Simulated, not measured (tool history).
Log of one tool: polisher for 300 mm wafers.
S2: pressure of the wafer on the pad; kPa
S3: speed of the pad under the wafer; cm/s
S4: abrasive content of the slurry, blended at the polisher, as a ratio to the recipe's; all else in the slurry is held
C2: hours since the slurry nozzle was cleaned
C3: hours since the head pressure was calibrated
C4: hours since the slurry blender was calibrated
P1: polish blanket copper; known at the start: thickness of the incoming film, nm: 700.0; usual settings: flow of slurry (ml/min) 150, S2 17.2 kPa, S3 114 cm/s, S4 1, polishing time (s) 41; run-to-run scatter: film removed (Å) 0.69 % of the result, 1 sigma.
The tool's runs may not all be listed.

Run 1, hour 10.3: flow of slurry (ml/min) 150, S2 17.2 kPa, S3 114 cm/s, S4 1, polishing time (s) 41; wafers polished on this pad 354; C2 339.4; C3 450.5; C4 83.8. Result: film removed (Å) 1309.3.
Run 2, hour 15.9: flow of slurry (ml/min) 150, S2 17.2 kPa, S3 114 cm/s, S4 1, polishing time (s) 41; wafers polished on this pad 448; C2 345; C3 456.1; C4 89.4. Result: film removed (Å) 1315.1.
Run 3, hour 21.3: flow of slurry (ml/min) 150, S2 17.2 kPa, S3 114 cm/s, S4 1, polishing time (s) 41; wafers polished on this pad 538; C2 350.4; C3 461.5; C4 94.8. Result: film removed (Å) 1313.8.
Run 4, hour 26.6: flow of slurry (ml/min) 110, S2 17.2 kPa, S3 114 cm/s, S4 1, polishing time (s) 41; wafers polished on this pad 628; C2 355.7; C3 466.8; C4 100.1. Result: film removed (Å) 1228.1.
Run 5, hour 32.7: flow of slurry (ml/min) 150, S2 22.1 kPa, S3 152 cm/s, S4 1, polishing time (s) 41; wafers polished on this pad 730; C2 361.8; C3 472.9; C4 106.2. Result: film removed (Å) 2231.8.
Run 6, hour 38.9: flow of slurry (ml/min) 225, S2 17.2 kPa, S3 114 cm/s, S4 1, polishing time (s) 41; wafers polished on this pad 834; C2 368; C3 479.1; C4 112.4. Result: film removed (Å) 1388.8.
Run 7, hour 47.5: flow of slurry (ml/min) 150, S2 17.2 kPa, S3 114 cm/s, S4 1, polishing time (s) 41; wafers polished on this pad 979; C2 376.6; C3 487.7; C4 121. Result: film removed (Å) 1299.1.
Run 8, hour 55.1: flow of slurry (ml/min) 150, S2 17.2 kPa, S3 114 cm/s, S4 0.5, polishing time (s) 41; wafers polished on this pad 1107; C2 384.2; C3 495.3; C4 128.6. Result: film removed (Å) 1140.5.
Run 9, hour 61.4: flow of slurry (ml/min) 150, S2 17.2 kPa, S3 174 cm/s, S4 1, polishing time (s) 41; wafers polished on this pad 1213; C2 390.5; C3 501.6; C4 134.9. Result: film removed (Å) 1996.3.
Run 10, hour 66.6: flow of slurry (ml/min) 150, S2 17.2 kPa, S3 114 cm/s, S4 1, polishing time (s) 19; wafers polished on this pad 1300; C2 395.7; C3 506.8; C4 140.1. Result: film removed (Å) 606.76.
Run 11, hour 74.9: flow of slurry (ml/min) 150, S2 17.2 kPa, S3 114 cm/s, S4 1.4, polishing time (s) 41; wafers polished on this pad 1440; C2 404; C3 515.1; C4 148.4. Result: film removed (Å) 1413.1.
Run 12, hour 85: flow of slurry (ml/min) 150, S2 17.2 kPa, S3 114 cm/s, S4 1, polishing time (s) 63; wafers polished on this pad 1610; C2 414.1; C3 525.2; C4 158.5. Result: film removed (Å) 2004.5.
At hour 87.4: slurry blender recalibrated.
Run 13, hour 95.8: flow of slurry (ml/min) 150, S2 24.1 kPa, S3 114 cm/s, S4 1, polishing time (s) 41; wafers polished on this pad 1791; C2 424.9; C3 536; C4 8.4. Result: film removed (Å) 1825.2.
Run 14, hour 103.6: flow of slurry (ml/min) 150, S2 17.2 kPa, S3 114 cm/s, S4 1, polishing time (s) 41; wafers polished on this pad 1923; C2 432.7; C3 543.8; C4 16.2. Result: film removed (Å) 1298.2.
Run 15, hour 113: flow of slurry (ml/min) 150, S2 7.6 kPa, S3 114 cm/s, S4 1, polishing time (s) 41; wafers polished on this pad 2081; C2 442.1; C3 553.2; C4 25.6. Result: film removed (Å) 579.63.
Run 16, hour 121.9: flow of slurry (ml/min) 150, S2 17.2 kPa, S3 56 cm/s, S4 1, polishing time (s) 41; wafers polished on this pad 2230; C2 451; C3 562.1; C4 34.5. Result: film removed (Å) 631.03.
Run 17, hour 130.4: flow of slurry (ml/min) 150, S2 17.2 kPa, S3 114 cm/s, S4 1, polishing time (s) 41; wafers polished on this pad 2373; C2 459.5; C3 570.6; C4 43. Result: film removed (Å) 1295.9.
Run 18, hour 138.5: flow of slurry (ml/min) 150, S2 17.2 kPa, S3 114 cm/s, S4 1, polishing time (s) 41; wafers polished on this pad 2510; C2 467.6; C3 578.7; C4 51.1. Result: film removed (Å) 1293.7.
Run 19, hour 143.4: flow of slurry (ml/min) 150, S2 17.2 kPa, S3 114 cm/s, S4 1, polishing time (s) 41; wafers polished on this pad 2592; C2 472.5; C3 583.6; C4 56. Result: film removed (Å) 1276.5.
Run 20, hour 153.6: flow of slurry (ml/min) 150, S2 17.2 kPa, S3 114 cm/s, S4 1, polishing time (s) 41; wafers polished on this pad 2763; C2 482.7; C3 593.8; C4 66.2. Result: film removed (Å) 1250.5.
Run 21, hour 159.5: flow of slurry (ml/min) 150, S2 17.2 kPa, S3 114 cm/s, S4 1, polishing time (s) 41; wafers polished on this pad 2863; C2 488.6; C3 599.7; C4 72.1. Result: film removed (Å) 1235.4.
Run 22, hour 169.1: flow of slurry (ml/min) 150, S2 17.2 kPa, S3 114 cm/s, S4 1, polishing time (s) 41; wafers polished on this pad 3024; C2 498.2; C3 609.3; C4 81.7. Result: film removed (Å) 1231.3.
Run 23, hour 174.7: flow of slurry (ml/min) 150, S2 17.2 kPa, S3 114 cm/s, S4 1, polishing time (s) 41; wafers polished on this pad 3118; C2 503.8; C3 614.9; C4 87.3. Result: film removed (Å) 1226.9.
At hour 180.1: head pressure recalibrated.
Run 24, hour 180.9: flow of slurry (ml/min) 150, S2 17.2 kPa, S3 114 cm/s, S4 1, polishing time (s) 41; wafers polished on this pad 3223; C2 510; C3 0.8; C4 93.5. Result: film removed (Å) 1221.8.
At hour 181.1: slurry blender recalibrated.
Run 25, hour 188.5: flow of slurry (ml/min) 150, S2 17.2 kPa, S3 114 cm/s, S4 1, polishing time (s) 41; wafers polished on this pad 3350; C2 517.6; C3 8.4; C4 7.5. Result: film removed (Å) 1217.1.
Run 26, hour 193.4: flow of slurry (ml/min) 150, S2 17.2 kPa, S3 114 cm/s, S4 1, polishing time (s) 41; wafers polished on this pad 3433; C2 522.5; C3 13.3; C4 12.4. Result: film removed (Å) 1205.4.
Run 27, hour 200.9: flow of slurry (ml/min) 150, S2 17.2 kPa, S3 114 cm/s, S4 1, polishing time (s) 41; wafers polished on this pad 3559; C2 530; C3 20.8; C4 19.9. Result: film removed (Å) 1217.6.
Run 28, hour 209.1: flow of slurry (ml/min) 150, S2 17.2 kPa, S3 114 cm/s, S4 1, polishing time (s) 41; wafers polished on this pad 3697; C2 538.2; C3 29; C4 28.1. Result: film removed (Å) 1217.9.

What P1 gives has crept away from where it was. These 2 causes fit the log equally well, each at the size given:
A: slurry flow missing at the pad, % = 30.3
B: removal rate lost through wear of the pad, % = 7.14
The creep began at about hour 138.5.
Why every other cause is out:
head's pressure below its setpoint, %: serviced at hour 180.1, which brought nothing back
abrasive missing from the slurry, %: serviced at hour 181.1, which brought nothing back

4 check runs are offered, each on 5 wafers whose results are averaged, their results left as question marks. Which one tells the causes apart?
Run check 1, hour 217.3: flow of slurry (ml/min) 150, S2 17.2 kPa, S3 60 cm/s, S4 0.7, polishing time (s) 41. Result: film removed (Å) ?.
Run check 2, hour 217.3: flow of slurry (ml/min) 150, S2 8.3 kPa, S3 114 cm/s, S4 0.6, polishing time (s) 41. Result: film removed (Å) ?.
Run check 3, hour 217.3: flow of slurry (ml/min) 150, S2 17.2 kPa, S3 114 cm/s, S4 0.6, polishing time (s) 20. Result: film removed (Å) ?.
Run check 4, hour 217.3: flow of slurry (ml/min) 220, S2 12.4 kPa, S3 114 cm/s, S4 1, polishing time (s) 41. Result: film removed (Å) ?.

What each check would give under each cause:
  check            result    if A    if B
check 1  film removed (Å)  591.02  591.09
check 2  film removed (Å)   522.4  522.47
check 3  film removed (Å)   530.9  530.96
check 4  film removed (Å)  941.97  921.52
How far apart the two closest causes lie, in the result that separates them most: check 1 0.01 %; check 2 0.01 %; check 3 0.01 %; check 4 2.19 %
Only check 4 tells the causes apart: in the others they would give nearly the same result.

Check 4 was then run and gave: film removed (Å) 943.59. Which cause is it?

It is A: slurry flow missing at the pad, %.
